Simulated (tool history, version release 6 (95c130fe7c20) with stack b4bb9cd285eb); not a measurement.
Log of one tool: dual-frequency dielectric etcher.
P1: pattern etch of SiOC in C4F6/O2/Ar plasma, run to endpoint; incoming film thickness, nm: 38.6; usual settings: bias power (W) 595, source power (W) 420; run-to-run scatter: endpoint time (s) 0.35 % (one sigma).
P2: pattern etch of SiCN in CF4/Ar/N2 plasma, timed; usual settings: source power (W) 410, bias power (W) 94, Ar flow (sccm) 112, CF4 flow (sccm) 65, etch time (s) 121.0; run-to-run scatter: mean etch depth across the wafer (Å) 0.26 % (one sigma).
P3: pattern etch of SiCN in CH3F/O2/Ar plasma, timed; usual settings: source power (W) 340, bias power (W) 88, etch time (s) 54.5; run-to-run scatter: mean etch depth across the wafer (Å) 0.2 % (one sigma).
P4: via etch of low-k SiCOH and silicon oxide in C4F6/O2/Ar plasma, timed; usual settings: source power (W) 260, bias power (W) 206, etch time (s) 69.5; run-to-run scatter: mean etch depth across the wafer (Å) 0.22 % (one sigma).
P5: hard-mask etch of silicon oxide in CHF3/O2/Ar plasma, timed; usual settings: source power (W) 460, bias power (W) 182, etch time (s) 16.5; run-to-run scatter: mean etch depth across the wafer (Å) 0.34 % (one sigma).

run   hour  process that ran  bias power (W)  source power (W)  etch time (s)  Ar flow (sccm)  CF4 flow (sccm)  hours since the last wet clean  hours since the last bias power generator calibration  hours since the last source power generator calibration  endpoint time (s)  mean etch depth across the wafer (Å)
  1    9.6                P1             595               420                                                                            89.9                                                  470.6                                                   2787.2             11.880
  2   14.6                P4             206               260           54.0                                                             94.9                                                  475.6                                                   2792.2                                                  1213.80
  3   21.8                P2              94               410          121.0             112               65                           102.1                                                  482.8                                                   2799.4                                                  1020.20
  4   31.1                P2              94               410          121.0             133               65                           111.4                                                  492.1                                                   2808.7                                                   993.66
  5   36.6                P1             595               420                                                                           116.9                                                  497.6                                                   2814.2             11.781
  6   44.2                P4             206               260           69.5                                                            124.5                                                  505.2                                                   2821.8                                                  1570.80
  7   53.9                P1             595               420                                                                           134.2                                                  514.9                                                   2831.5             11.820
  8   63.6                P1             768               420                                                                           143.9                                                  524.6                                                   2841.2             10.719
  9   70.2                P3              88               340           54.5                                                            150.5                                                  531.2                                                   2847.8                                                   206.87
 10   77.6                P2              94               270          121.0             112               65                           157.9                                                  538.6                                                   2855.2                                                   711.92
 11   86.3                P3              66               340           54.5                                                            166.6                                                  547.3                                                   2863.9                                                   185.92
 12   95.6                P1             595               420                                                                           175.9                                                  556.6                                                   2873.2             11.872
 13  100.4                P5             182               460           21.0                                                            180.7                                                  561.4                                                   2878.0                                                   368.39
 14  106.5                P1             595               570                                                                           186.8                                                  567.5                                                   2884.1             10.562
 15  115.0                P5             182               300           16.5                                                            195.3                                                  576.0                                                   2892.6                                                   247.98
 16  120.9                P4             261               260           69.5                                                            201.2                                                  581.9                                                   2898.5                                                  1699.60
 17  125.2                P1             379               420                                                                           205.5                                                  586.2                                                   2902.8             14.038
 18  134.0                P5             127               460           16.5                                                            214.3                                                  595.0                                                   2911.6                                                   258.76
 19  143.4                P4             206               260           69.5                                                            223.7                                                  604.4                                                   2921.0                                                  1567.90
 20  152.2                P3              88               340           32.0                                                            232.5                                                  613.2                                                   2929.8                                                   121.46
 21  161.1                P1             595               420                                                                           241.4                                                  622.1                                                   2938.7             11.911
 22  170.5                P2             126               410          121.0             112               65                           250.8                                                  631.5                                                   2948.1                                                  1133.60
 23  178.1                P1             758               320                                                                           258.4                                                  639.1                                                   2955.7             11.858
 24  185.0                P4             206               320           69.5                                                            265.3                                                  646.0                                                   2962.6                                                  1700.90
 25  192.4                P3              88               460           54.5                                                            272.7                                                  653.4                                                   2970.0                                                   230.54
 26  200.9                P1             595               290                                                                           281.2                                                  661.9                                                   2978.5             13.487
     205.7  -- bias power generator calibrated
 27  210.0                P5             182               460           16.5                                                            290.3                                                    4.3                                                   2987.6                                                   291.89
 28  218.1                P2              94               410          121.0             112               87                           298.4                                                   12.4                                                   2995.7                                                  1059.20
 29  223.2                P2              94               410          152.5             112               65                           303.5                                                   17.5                                                   3000.8                                                  1287.90
 30  231.6                P1             595               420                                                                           311.9                                                   25.9                                                   3009.2             11.897
 31  237.6                P1             595               420                                                                           317.9                                                   31.9                                                   3015.2             11.960
 32  242.6                P1             595               420                                                                           322.9                                                   36.9                                                   3020.2             11.918
 33  248.8                P1             595               420                                                                           329.1                                                   43.1                                                   3026.4             12.000
 34  257.5                P1             595               420                                                                           337.8                                                   51.8                                                   3035.1             12.022
 35  264.6                P1             595               420                                                                           344.9                                                   58.9                                                   3042.2             12.118
     273.6  -- wet clean of the chamber
 36  273.9                P1             595               420                                                                             0.3                                                   68.2                                                   3051.5             12.064
 37  283.5                P1             595               420                                                                             9.9                                                   77.8                                                   3061.1             12.005
 38  289.0                P1             595               420                                                                            15.4                                                   83.3                                                   3066.6             12.079
 39  297.5                P1             595               420                                                                            23.9                                                   91.8                                                   3075.1             12.060
 40  304.5                P1             595               420                                                                            30.9                                                   98.8                                                   3082.1             12.099

What P1 gives has crept away from where it was. These 2 causes fit the log equally well, each at the size given:
A: source power that arrives under what is set, % = 4.87
B: bias power that arrives under what is set, % = 4.69
The creep began at about hour 231.6.
Why every other cause is out:
chamber walls in a state that lowers the etch rate, %: serviced at hour 273.6, which brought nothing back

4 check runs are offered, one wafer each, their results left as question marks. Which one tells the causes apart?
check 1  311.5                P3              70               440           54.5                                                                                                                                                                                                                                         ?
check 2  311.5                P5             137               460           16.5                                                                                                                                                                                                                                         ?
check 3  311.5                P4             236               310           69.5                                                                                                                                                                                                                                         ?
check 4  311.5                P2             122               410          121.0             112               75                                                                                                                                                                                                        ?

What each check would give under each cause:
  check                                result     if A     if B
check 1  mean etch depth across the wafer (Å)   205.72   206.17
check 2  mean etch depth across the wafer (Å)   259.86   260.86
check 3  mean etch depth across the wafer (Å)  1722.00  1726.80
check 4  mean etch depth across the wafer (Å)  1096.70  1124.30
How far apart the two closest causes lie, in the result that separates them most: check 1 0.22 %; check 2 0.38 %; check 3 0.28 %; check 4 2.48 %
Only check 4 tells the causes apart: in the others they would give nearly the same result.

Then check 4 was run and gave: mean etch depth across the wafer (Å) 1124.00. Which cause is it?

It is B: bias power that arrives under what is set, %.

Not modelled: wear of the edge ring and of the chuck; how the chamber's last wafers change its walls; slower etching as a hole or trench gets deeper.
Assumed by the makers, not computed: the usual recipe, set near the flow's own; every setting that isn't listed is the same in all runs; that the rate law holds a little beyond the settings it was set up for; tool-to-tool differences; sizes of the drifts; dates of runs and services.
